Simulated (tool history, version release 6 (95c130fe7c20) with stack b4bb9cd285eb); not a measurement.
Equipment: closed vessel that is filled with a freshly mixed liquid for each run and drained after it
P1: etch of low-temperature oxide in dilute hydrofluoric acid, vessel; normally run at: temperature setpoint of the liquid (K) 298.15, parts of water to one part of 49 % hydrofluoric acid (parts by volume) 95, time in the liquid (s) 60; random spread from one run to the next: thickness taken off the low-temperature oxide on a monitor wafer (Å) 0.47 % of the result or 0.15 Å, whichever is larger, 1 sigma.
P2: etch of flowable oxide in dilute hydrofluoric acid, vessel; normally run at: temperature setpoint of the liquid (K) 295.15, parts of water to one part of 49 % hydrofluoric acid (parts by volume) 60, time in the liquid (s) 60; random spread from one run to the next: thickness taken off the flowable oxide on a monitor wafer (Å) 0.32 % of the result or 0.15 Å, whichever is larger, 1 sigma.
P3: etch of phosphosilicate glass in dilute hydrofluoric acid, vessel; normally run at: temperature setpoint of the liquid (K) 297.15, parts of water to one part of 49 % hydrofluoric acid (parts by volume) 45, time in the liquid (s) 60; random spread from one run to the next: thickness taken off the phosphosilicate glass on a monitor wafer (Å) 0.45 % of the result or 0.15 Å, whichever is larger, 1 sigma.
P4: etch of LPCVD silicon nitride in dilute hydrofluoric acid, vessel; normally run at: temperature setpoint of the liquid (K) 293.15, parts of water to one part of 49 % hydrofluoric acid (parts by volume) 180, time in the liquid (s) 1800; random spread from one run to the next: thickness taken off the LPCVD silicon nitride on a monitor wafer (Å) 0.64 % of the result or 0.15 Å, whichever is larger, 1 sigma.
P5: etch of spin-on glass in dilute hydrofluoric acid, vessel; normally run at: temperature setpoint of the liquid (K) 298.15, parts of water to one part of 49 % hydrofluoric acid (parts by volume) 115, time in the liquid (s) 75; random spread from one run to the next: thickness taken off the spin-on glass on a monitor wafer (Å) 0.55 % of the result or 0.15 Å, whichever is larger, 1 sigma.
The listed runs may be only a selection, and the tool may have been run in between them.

run,day,process that ran,temperature setpoint of the liquid (K),parts of water to one part of 49 % hydrofluoric acid (parts by volume),time in the liquid (s),thickness taken off the low-temperature oxide on a monitor wafer (Å),thickness taken off the phosphosilicate glass on a monitor wafer (Å),thickness taken off the spin-on glass on a monitor wafer (Å),thickness taken off the flowable oxide on a monitor wafer (Å),thickness taken off the LPCVD silicon nitride on a monitor wafer (Å)
1,0.612,P1,298.15,95,60,226.300,,,,
2,1.171,P1,292.65,95,60,181.610,,,,
3,1.671,P3,297.15,20,60,,2014.50,,,
4,2.021,P5,298.15,115,75,,,275.99,,
5,2.446,P2,290.15,60,60,,,,242.42,
6,2.779,P1,298.15,135,60,151.880,,,,
7,3.117,P1,303.15,95,60,273.590,,,,
8,3.588,P2,295.15,60,60,,,,298.48,
9,3.946,P1,298.15,95,60,226.150,,,,
10,4.262,P4,293.15,180,1800,,,,,42.001
11,4.671,P1,298.15,95,60,226.870,,,,
12,5.050,P2,295.15,20,60,,,,942.50,
13,5.462,P1,298.15,95,60,225.560,,,,
14,5.971,P3,297.15,45,30,,431.96,,,
15,6.604,P2,295.15,60,105,,,,523.81,
16,7.050,P4,293.15,180,1800,,,,,42.585
17,7.554,P4,290.15,180,1800,,,,,34.879
18,7.938,P1,298.15,155,30,64.375,,,,
19,8.462,P1,298.15,95,115,432.160,,,,
20,9.054,P3,302.15,45,60,,1055.60,,,
21,9.604,P5,298.15,50,75,,,674.96,,
22,10.267,P5,298.15,115,75,,,273.26,,
23,10.633,P1,298.15,95,60,225.830,,,,
24,11.279,P2,295.15,60,60,,,,301.05,
25,11.700,P1,298.15,95,30,112.920,,,,
26,12.254,P3,297.15,45,60,,866.53,,,
27,12.729,P1,293.65,130,60,134.160,,,,

Run 28 is up next; what results do you expect?
28,13.354,P1,294.15,95,30,?,,,,

{"run 28": {"thickness taken off the low-temperature oxide on a monitor wafer (Å)": 96.55}}

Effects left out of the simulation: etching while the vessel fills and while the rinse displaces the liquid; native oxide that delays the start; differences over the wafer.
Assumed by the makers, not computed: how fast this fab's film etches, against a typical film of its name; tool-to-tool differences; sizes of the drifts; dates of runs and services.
